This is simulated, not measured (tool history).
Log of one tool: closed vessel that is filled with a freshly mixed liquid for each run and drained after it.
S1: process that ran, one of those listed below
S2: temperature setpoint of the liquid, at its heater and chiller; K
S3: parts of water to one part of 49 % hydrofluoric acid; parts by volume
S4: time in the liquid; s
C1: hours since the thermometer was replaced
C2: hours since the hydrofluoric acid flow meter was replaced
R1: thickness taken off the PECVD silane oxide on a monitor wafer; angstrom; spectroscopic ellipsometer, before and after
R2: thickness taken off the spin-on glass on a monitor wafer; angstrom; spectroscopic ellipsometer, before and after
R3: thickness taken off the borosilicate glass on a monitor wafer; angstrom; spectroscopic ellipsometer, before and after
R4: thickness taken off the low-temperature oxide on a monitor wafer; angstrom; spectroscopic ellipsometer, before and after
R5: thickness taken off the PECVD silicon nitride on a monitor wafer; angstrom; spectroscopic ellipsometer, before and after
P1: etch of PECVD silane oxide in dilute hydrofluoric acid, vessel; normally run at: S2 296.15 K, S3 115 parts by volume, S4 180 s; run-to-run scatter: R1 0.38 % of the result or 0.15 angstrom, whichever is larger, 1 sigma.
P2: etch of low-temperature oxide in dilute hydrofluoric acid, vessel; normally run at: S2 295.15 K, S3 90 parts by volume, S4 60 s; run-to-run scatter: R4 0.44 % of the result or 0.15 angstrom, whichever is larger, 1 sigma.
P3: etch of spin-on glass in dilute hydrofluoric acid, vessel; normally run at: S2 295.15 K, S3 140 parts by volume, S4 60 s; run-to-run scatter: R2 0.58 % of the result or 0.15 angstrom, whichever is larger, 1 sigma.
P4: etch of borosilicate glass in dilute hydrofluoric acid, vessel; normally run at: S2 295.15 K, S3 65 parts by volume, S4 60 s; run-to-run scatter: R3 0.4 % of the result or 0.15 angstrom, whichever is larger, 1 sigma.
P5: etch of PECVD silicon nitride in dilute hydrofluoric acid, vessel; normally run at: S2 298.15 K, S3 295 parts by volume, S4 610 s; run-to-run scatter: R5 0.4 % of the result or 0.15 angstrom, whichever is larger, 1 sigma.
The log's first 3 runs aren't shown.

run,day,S1,S2,S3,S4,C1,C2,R1,R2,R3,R4,R5
4,1.454,P2,295.15,40,60,972.3,1351.7,,,,324.520,
5,1.800,P1,296.15,50,35,980.6,1360.0,147.400,,,,
6,2.200,P4,295.15,65,115,990.2,1369.6,,,429.98,,
7,2.842,P4,299.65,65,60,1005.6,1385.0,,,269.15,,
8,3.150,P4,295.15,65,60,1013.0,1392.4,,,224.91,,
9,3.575,P1,296.15,65,180,1023.2,1402.6,572.670,,,,
10,4.058,P2,295.15,90,35,1034.8,1414.2,,,,79.621,
11,4.662,P5,302.65,295,610,1049.3,1428.7,,,,,76.087
12,5.142,P5,298.15,530,610,1060.8,1440.2,,,,,32.552
13,5.571,P1,296.15,115,180,1071.1,1450.5,305.640,,,,
14,6.100,P1,296.15,175,180,1083.8,1463.2,187.680,,,,
15,6.475,P1,291.65,115,180,1092.8,1472.2,256.530,,,,
16,6.942,P1,302.15,115,180,1104.0,1483.4,383.380,,,,
17,7.458,P1,296.15,115,30,1116.4,1495.8,50.979,,,,
18,8.012,P1,292.65,115,250,1129.7,1509.1,371.370,,,,
19,8.458,P5,298.15,295,610,1140.4,1519.8,,,,,58.172
20,8.871,P1,296.15,115,350,1150.3,1529.7,599.290,,,,
21,9.533,P3,295.15,140,30,1166.2,1545.6,,38.981,,,

Forecast run 22:
22,10.088,P1,296.15,115,180,1179.5,1558.9,?,,,,

Run 22 gave R1 306.710 angstrom.

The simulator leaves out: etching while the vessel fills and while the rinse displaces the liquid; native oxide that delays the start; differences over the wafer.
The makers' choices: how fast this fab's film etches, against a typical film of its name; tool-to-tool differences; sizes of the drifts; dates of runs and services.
